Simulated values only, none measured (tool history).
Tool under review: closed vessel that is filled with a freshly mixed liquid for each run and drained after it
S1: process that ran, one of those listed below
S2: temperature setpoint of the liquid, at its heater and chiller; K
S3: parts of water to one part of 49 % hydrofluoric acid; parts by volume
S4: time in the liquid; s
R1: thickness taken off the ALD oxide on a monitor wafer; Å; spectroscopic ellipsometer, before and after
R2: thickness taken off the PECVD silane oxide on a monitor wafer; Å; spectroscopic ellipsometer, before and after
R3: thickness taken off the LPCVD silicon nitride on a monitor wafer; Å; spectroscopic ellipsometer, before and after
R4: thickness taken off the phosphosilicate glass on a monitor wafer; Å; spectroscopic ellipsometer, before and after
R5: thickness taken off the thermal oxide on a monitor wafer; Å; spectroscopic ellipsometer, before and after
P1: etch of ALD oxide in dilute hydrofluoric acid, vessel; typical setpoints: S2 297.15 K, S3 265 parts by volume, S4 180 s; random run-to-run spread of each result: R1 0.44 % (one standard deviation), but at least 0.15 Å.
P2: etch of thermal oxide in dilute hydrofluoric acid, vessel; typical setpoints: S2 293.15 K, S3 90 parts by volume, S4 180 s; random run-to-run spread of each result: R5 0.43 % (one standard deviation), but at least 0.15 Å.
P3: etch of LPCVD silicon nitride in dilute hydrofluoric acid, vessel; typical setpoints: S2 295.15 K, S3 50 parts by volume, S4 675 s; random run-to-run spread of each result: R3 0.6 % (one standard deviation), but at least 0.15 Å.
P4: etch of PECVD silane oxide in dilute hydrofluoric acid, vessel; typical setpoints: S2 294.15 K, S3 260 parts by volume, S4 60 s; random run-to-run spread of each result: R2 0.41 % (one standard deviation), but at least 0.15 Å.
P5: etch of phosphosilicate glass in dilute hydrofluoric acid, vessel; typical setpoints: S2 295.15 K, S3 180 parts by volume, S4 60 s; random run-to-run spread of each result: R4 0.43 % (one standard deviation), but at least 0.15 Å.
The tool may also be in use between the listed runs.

{"run": 1, "hour": 3.9, "S1": "P1", "S2": 297.15, "S3": 265, "S4": 180, "R1": 56.851}
{"run": 2, "hour": 7.4, "S1": "P4", "S2": 294.15, "S3": 465, "S4": 60, "R2": 30.298}
{"run": 3, "hour": 9.6, "S1": "P3", "S2": 295.15, "S3": 50, "S4": 675, "R3": 57.179}
{"run": 4, "hour": 13.1, "S1": "P1", "S2": 297.15, "S3": 480, "S4": 180, "R1": 25.63}
{"run": 5, "hour": 15.3, "S1": "P4", "S2": 294.15, "S3": 260, "S4": 30, "R2": 32.478}
{"run": 6, "hour": 19.0, "S1": "P5", "S2": 302.15, "S3": 180, "S4": 60, "R4": 749.38}
{"hour": 19.8, "done": "thermometer replaced"}
{"run": 7, "hour": 22.1, "S1": "P1", "S2": 297.15, "S3": 265, "S4": 180, "R1": 56.792}
{"run": 8, "hour": 25.2, "S1": "P2", "S2": 293.15, "S3": 90, "S4": 180, "R5": 82.513}
{"run": 9, "hour": 29.0, "S1": "P5", "S2": 295.15, "S3": 180, "S4": 60, "R4": 573.01}
{"run": 10, "hour": 32.1, "S1": "P1", "S2": 293.65, "S3": 265, "S4": 180, "R1": 50.167}
{"run": 11, "hour": 34.9, "S1": "P2", "S2": 293.15, "S3": 90, "S4": 180, "R5": 82.73}
{"run": 12, "hour": 38.4, "S1": "P4", "S2": 298.65, "S3": 260, "S4": 60, "R2": 75.984}
{"run": 13, "hour": 42.0, "S1": "P3", "S2": 295.15, "S3": 50, "S4": 1345, "R3": 115.54}
{"run": 14, "hour": 45.6, "S1": "P1", "S2": 297.15, "S3": 265, "S4": 180, "R1": 56.888}
{"run": 15, "hour": 48.7, "S1": "P5", "S2": 295.15, "S3": 310, "S4": 60, "R4": 294.88}
{"run": 16, "hour": 52.8, "S1": "P1", "S2": 297.15, "S3": 265, "S4": 180, "R1": 57.197}
{"run": 17, "hour": 54.8, "S1": "P4", "S2": 294.15, "S3": 260, "S4": 60, "R2": 65.259}
{"run": 18, "hour": 58.4, "S1": "P3", "S2": 302.15, "S3": 50, "S4": 675, "R3": 91.586}
{"run": 19, "hour": 60.4, "S1": "P5", "S2": 295.15, "S3": 180, "S4": 60, "R4": 581.07}
{"run": 20, "hour": 63.7, "S1": "P1", "S2": 297.15, "S3": 265, "S4": 180, "R1": 56.844}
{"run": 21, "hour": 66.4, "S1": "P3", "S2": 295.15, "S3": 25, "S4": 675, "R3": 112.73}
{"run": 22, "hour": 70.1, "S1": "P2", "S2": 300.15, "S3": 90, "S4": 180, "R5": 110.33}
{"run": 23, "hour": 74.0, "S1": "P2", "S2": 293.15, "S3": 90, "S4": 55, "R5": 25.568}
{"run": 24, "hour": 76.5, "S1": "P1", "S2": 297.15, "S3": 265, "S4": 180, "R1": 56.698}
{"run": 25, "hour": 80.4, "S1": "P2", "S2": 293.15, "S3": 150, "S4": 180, "R5": 46.945}
{"run": 26, "hour": 84.2, "S1": "P1", "S2": 297.15, "S3": 170, "S4": 180, "R1": 98.196}
{"run": 27, "hour": 86.2, "S1": "P1", "S2": 297.15, "S3": 265, "S4": 335, "R1": 105.03}
{"run": 28, "hour": 88.3, "S1": "P1", "S2": 300.65, "S3": 380, "S4": 180, "R1": 39.504}
{"run": 29, "hour": 92.4, "S1": "P5", "S2": 295.15, "S3": 180, "S4": 105, "R4": 1015.8}
{"run": 30, "hour": 94.3, "S1": "P1", "S2": 305.15, "S3": 265, "S4": 180, "R1": 74.732}
{"run": 31, "hour": 96.5, "S1": "P1", "S2": 297.15, "S3": 265, "S4": 30, "R1": 9.5193}
{"run": 32, "hour": 100.7, "S1": "P1", "S2": 297.15, "S3": 265, "S4": 180, "R1": 56.779}
{"run": 33, "hour": 104.8, "S1": "P1", "S2": 297.15, "S3": 265, "S4": 180, "R1": 58.513}
{"run": 34, "hour": 107.5, "S1": "P1", "S2": 297.15, "S3": 265, "S4": 180, "R1": 58.571}
{"run": 35, "hour": 110.6, "S1": "P1", "S2": 297.15, "S3": 265, "S4": 180, "R1": 59.628}
{"run": 36, "hour": 113.8, "S1": "P1", "S2": 297.15, "S3": 265, "S4": 180, "R1": 60.539}
{"run": 37, "hour": 117.0, "S1": "P1", "S2": 297.15, "S3": 265, "S4": 180, "R1": 60.747}
{"run": 38, "hour": 120.8, "S1": "P1", "S2": 297.15, "S3": 265, "S4": 180, "R1": 60.714}
{"run": 39, "hour": 123.1, "S1": "P1", "S2": 297.15, "S3": 265, "S4": 180, "R1": 60.845}
{"run": 40, "hour": 127.1, "S1": "P1", "S2": 297.15, "S3": 265, "S4": 180, "R1": 60.907}
{"run": 41, "hour": 130.8, "S1": "P1", "S2": 297.15, "S3": 265, "S4": 180, "R1": 61.174}
{"run": 42, "hour": 134.7, "S1": "P1", "S2": 297.15, "S3": 265, "S4": 180, "R1": 61.302}

P1 no longer gives what it gave before; its output has crept away from where it was. The following 2 causes, each at its listed size, fit the log equally well:
A: hydrofluoric acid flow above the setpoint (%) = 5.82
B: liquid hotter than its thermometer reads (K) = 2.04
At approximately hour 100.7, the process output began to creep.

Which of the 4 check runs listed below separates the causes, so that each cause would produce a clearly different result? Each run uses one wafer, and its results are marked with question marks.
{"run": "check 1", "hour": 138.6, "S1": "P5", "S2": 301.65, "S3": 290, "S4": 60, "R4": "?"}
{"run": "check 2", "hour": 138.6, "S1": "P2", "S2": 298.65, "S3": 145, "S4": 180, "R5": "?"}
{"run": "check 3", "hour": 138.6, "S1": "P4", "S2": 294.15, "S3": 385, "S4": 60, "R2": "?"}
{"run": "check 4", "hour": 138.6, "S1": "P3", "S2": 301.65, "S3": 30, "S4": 675, "R3": "?"}

Predicted outcomes, by check and by cause:
check=check_1 result=R4 if_A=432.82 if_B=429.64
check=check_2 result=R5 if_A=64.150 if_B=64.809
check=check_3 result=R2 if_A=42.273 if_B=42.047
check=check_4 result=R3 if_A=154.960 if_B=167.650
Per check, the gap between the least separated pair of causes, taken in the result that splits them most: check 1 0.74 %; check 2 1.02 %; check 3 0.54 %; check 4 7.87 %
Of the check runs offered, only check 4 discriminates between the causes; the rest would read about the same regardless of which cause applies.

Here is what check 4 returned: R3 166.660 Å. Which cause is it?

It was cause B: liquid hotter than its thermometer reads (K).
